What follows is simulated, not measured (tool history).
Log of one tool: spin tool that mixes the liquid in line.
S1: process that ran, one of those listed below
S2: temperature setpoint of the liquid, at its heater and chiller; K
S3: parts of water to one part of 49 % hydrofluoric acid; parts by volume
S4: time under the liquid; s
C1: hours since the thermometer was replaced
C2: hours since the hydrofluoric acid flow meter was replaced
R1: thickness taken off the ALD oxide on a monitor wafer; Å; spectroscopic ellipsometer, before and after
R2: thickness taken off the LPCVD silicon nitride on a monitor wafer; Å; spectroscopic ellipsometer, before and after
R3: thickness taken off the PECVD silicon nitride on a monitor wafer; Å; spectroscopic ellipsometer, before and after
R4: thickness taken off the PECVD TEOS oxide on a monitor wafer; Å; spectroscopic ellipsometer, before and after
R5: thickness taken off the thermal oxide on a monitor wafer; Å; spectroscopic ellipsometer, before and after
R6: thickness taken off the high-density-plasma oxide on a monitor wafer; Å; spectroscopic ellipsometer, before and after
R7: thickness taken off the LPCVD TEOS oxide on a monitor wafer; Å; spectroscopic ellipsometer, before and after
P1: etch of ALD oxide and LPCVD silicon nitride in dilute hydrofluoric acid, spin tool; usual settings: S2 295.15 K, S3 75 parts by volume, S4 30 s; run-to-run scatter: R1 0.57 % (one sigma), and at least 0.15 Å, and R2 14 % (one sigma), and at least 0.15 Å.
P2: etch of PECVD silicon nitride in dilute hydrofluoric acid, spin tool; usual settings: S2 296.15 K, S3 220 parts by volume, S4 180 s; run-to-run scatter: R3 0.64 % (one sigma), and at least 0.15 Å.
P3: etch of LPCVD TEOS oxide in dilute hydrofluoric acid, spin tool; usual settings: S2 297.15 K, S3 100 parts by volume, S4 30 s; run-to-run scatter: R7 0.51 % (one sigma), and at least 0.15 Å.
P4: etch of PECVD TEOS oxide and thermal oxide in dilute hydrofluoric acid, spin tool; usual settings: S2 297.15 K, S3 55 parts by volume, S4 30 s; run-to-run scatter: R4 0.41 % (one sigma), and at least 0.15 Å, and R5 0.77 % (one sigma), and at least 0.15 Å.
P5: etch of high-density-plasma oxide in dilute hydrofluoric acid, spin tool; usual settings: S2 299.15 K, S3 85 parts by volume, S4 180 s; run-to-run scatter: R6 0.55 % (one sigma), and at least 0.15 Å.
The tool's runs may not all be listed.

| run | hour | S1 | S2 | S3 | S4 | C1 | C2 | R1 | R2 | R3 | R4 | R5 | R6 | R7 |
|---|---|---|---|---|---|---|---|---|---|---|---|---|---|---|
| 1 | 6.6 | P1 | 295.15 | 75 | 30 | 1925.9 | 1388.2 | 93.422 | 1.7439 |  |  |  |  |  |
| 2 | 12.5 | P1 | 295.15 | 20 | 30 | 1931.8 | 1394.1 | 376.78 | 5.7885 |  |  |  |  |  |
| 3 | 19.1 | P2 | 296.15 | 220 | 180 | 1938.4 | 1400.7 |  |  | 43.04 |  |  |  |  |
| 4 | 25.4 | P4 | 297.15 | 55 | 30 | 1944.7 | 1407 |  |  |  | 100.11 | 26.336 |  |  |
| 5 | 31 | P5 | 299.15 | 85 | 340 | 1950.3 | 1412.6 |  |  |  |  |  | 223.8 |  |
| 6 | 35.5 | P5 | 299.15 | 85 | 180 | 1954.8 | 1417.1 |  |  |  |  |  | 118.13 |  |
| 7 | 43 | P1 | 302.65 | 75 | 50 | 1962.3 | 1424.6 | 209.19 | 5.2634 |  |  |  |  |  |
| 8 | 46.5 | P4 | 297.15 | 95 | 30 | 1965.8 | 1428.1 |  |  |  | 55.123 | 14.737 |  |  |
| 9 | 51.4 | P5 | 304.15 | 85 | 180 | 1970.7 | 1433 |  |  |  |  |  | 142.68 |  |
| 10 | 55.1 | P3 | 297.15 | 100 | 15 | 1974.4 | 1436.7 |  |  |  |  |  |  | 31.126 |
| 11 | 62 | P3 | 302.15 | 100 | 30 | 1981.3 | 1443.6 |  |  |  |  |  |  | 74.151 |
| 12 | 67.3 | P5 | 299.15 | 145 | 180 | 1986.6 | 1448.9 |  |  |  |  |  | 64.055 |  |
| 13 | 71.8 | P1 | 295.15 | 75 | 30 | 1991.1 | 1453.4 | 92.856 | 1.85 |  |  |  |  |  |
| 14 | 78.5 | P3 | 297.15 | 100 | 30 | 1997.8 | 1460.1 |  |  |  |  |  |  | 61.343 |
| 15 | 85.4 | P1 | 295.15 | 75 | 15 | 2004.7 | 1467 | 47.076 | 0.91739 |  |  |  |  |  |
| 16 | 92.8 | P1 | 295.15 | 75 | 30 | 2012.1 | 1474.4 | 93.448 | 1.6982 |  |  |  |  |  |
| 17 | 96.5 | P3 | 297.15 | 100 | 30 | 2015.8 | 1478.1 |  |  |  |  |  |  | 61.463 |
| 18 | 104.1 | P1 | 300.65 | 75 | 30 | 2023.4 | 1485.7 | 116.5 | 1.8346 |  |  |  |  |  |
| 19 | 111.3 | P5 | 299.15 | 85 | 180 | 2030.6 | 1492.9 |  |  |  |  |  | 118.64 |  |
| 20 | 116.6 | P1 | 295.15 | 75 | 45 | 2035.9 | 1498.2 | 139.26 | 2.5149 |  |  |  |  |  |
| 21 | 120.8 | P2 | 296.15 | 220 | 55 | 2040.1 | 1502.4 |  |  | 13.021 |  |  |  |  |
| 22 | 125.2 | P1 | 295.15 | 75 | 30 | 2044.5 | 1506.8 | 93.319 | 1.3516 |  |  |  |  |  |
| 23 | 131 | P4 | 297.15 | 55 | 50 | 2050.3 | 1512.6 |  |  |  | 168.12 | 44.727 |  |  |
| 24 | 135.1 | P1 | 290.15 | 75 | 30 | 2054.4 | 1516.7 | 76.373 | 1.1954 |  |  |  |  |  |
| 25 | 141 | P1 | 290.15 | 125 | 30 | 2060.3 | 1522.6 | 43.177 | 0.86111 |  |  |  |  |  |
| 26 | 147.2 | P2 | 302.15 | 220 | 180 | 2066.5 | 1528.8 |  |  | 62.765 |  |  |  |  |
| 27 | 152.2 | P1 | 295.15 | 120 | 30 | 2071.5 | 1533.8 | 54.914 | 0.71234 |  |  |  |  |  |
| 28 | 157.1 | P2 | 296.15 | 75 | 180 | 2076.4 | 1538.7 |  |  | 125.13 |  |  |  |  |
| 29 | 164.2 | P3 | 297.15 | 165 | 30 | 2083.5 | 1545.8 |  |  |  |  |  |  | 34.58 |
| 30 | 171.5 | P4 | 290.15 | 55 | 30 | 2090.8 | 1553.1 |  |  |  | 74.392 | 19.583 |  |  |
| 31 | 175.8 | P1 | 300.65 | 75 | 50 | 2095.1 | 1557.4 | 195.7 | 3.3441 |  |  |  |  |  |
| 32 | 182.2 | P2 | 296.15 | 220 | 180 | 2101.5 | 1563.8 |  |  | 42.923 |  |  |  |  |
| 33 | 186.8 | P1 | 295.15 | 75 | 30 | 2106.1 | 1568.4 | 94.451 | 1.7564 |  |  |  |  |  |
| 34 | 194.3 | P1 | 295.15 | 75 | 30 | 2113.6 | 1575.9 | 90.77 | 1.5823 |  |  |  |  |  |
| 35 | 199.7 | P1 | 295.15 | 75 | 30 | 2119 | 1581.3 | 89.228 | 1.436 |  |  |  |  |  |
| 36 | 206.9 | P1 | 295.15 | 75 | 30 | 2126.2 | 1588.5 | 89.123 | 2.0581 |  |  |  |  |  |
| 37 | 212.4 | P1 | 295.15 | 75 | 30 | 2131.7 | 1594 | 87.869 | 1.6693 |  |  |  |  |  |
| 38 | 217.2 | P1 | 295.15 | 75 | 30 | 2136.5 | 1598.8 | 87.967 | 1.4178 |  |  |  |  |  |
| 39 | 224.6 | P1 | 295.15 | 75 | 30 | 2143.9 | 1606.2 | 87.044 | 1.1867 |  |  |  |  |  |
| 40 | 229.8 | P1 | 295.15 | 75 | 30 | 2149.1 | 1611.4 | 87.743 | 1.0676 |  |  |  |  |  |
| 41 | 234.3 | P1 | 295.15 | 75 | 30 | 2153.6 | 1615.9 | 86.022 | 1.448 |  |  |  |  |  |
| 42 | 241.9 | P1 | 295.15 | 75 | 30 | 2161.2 | 1623.5 | 86.418 | 1.8848 |  |  |  |  |  |
| 43 | 247.8 | P1 | 295.15 | 75 | 30 | 2167.1 | 1629.4 | 86.434 | 1.9456 |  |  |  |  |  |
| 44 | 251.3 | P1 | 295.15 | 75 | 30 | 2170.6 | 1632.9 | 86.657 | 1.4606 |  |  |  |  |  |

What P1 gives has crept away from where it was. These 2 causes fit the log equally well, each at the size given:
A: hydrofluoric acid flow below the setpoint (%) = 6.72
B: liquid colder than its thermometer reads (K) = 1.85
The creep began at about hour 186.8.

4 check runs are offered, each on 2 wafers whose results are averaged, their results left as question marks. Which one tells the causes apart?
| check 1 | 254.8 | P4 | 297.15 | 55 | 30 |  |  |  |  |  | ? | ? |  |  |
| check 2 | 254.8 | P2 | 296.15 | 220 | 180 |  |  |  |  | ? |  |  |  |  |
| check 3 | 254.8 | P3 | 297.15 | 100 | 30 |  |  |  |  |  |  |  |  | ? |
| check 4 | 254.8 | P5 | 299.15 | 85 | 180 |  |  |  |  |  |  |  | ? |  |

What each check would give under each cause:
| check | result | if A | if B |
|---|---|---|---|
| check 1 | R4 | 93.462 | 93.306 |
| check 1 | R5 | 24.603 | 24.562 |
| check 2 | R3 | 40.468 | 38.505 |
| check 3 | R7 | 56.822 | 57.073 |
| check 4 | R6 | 108.72 | 109.18 |
How far apart the two closest causes lie, in the result that separates them most: check 1 0.17 %; check 2 4.97 %; check 3 0.44 %; check 4 0.41 %
Only check 2 tells the causes apart: in the others they would give nearly the same result.

Then check 2 was run and gave: R3 40.473 Å. Which cause is it?

It is A: hydrofluoric acid flow below the setpoint (%).
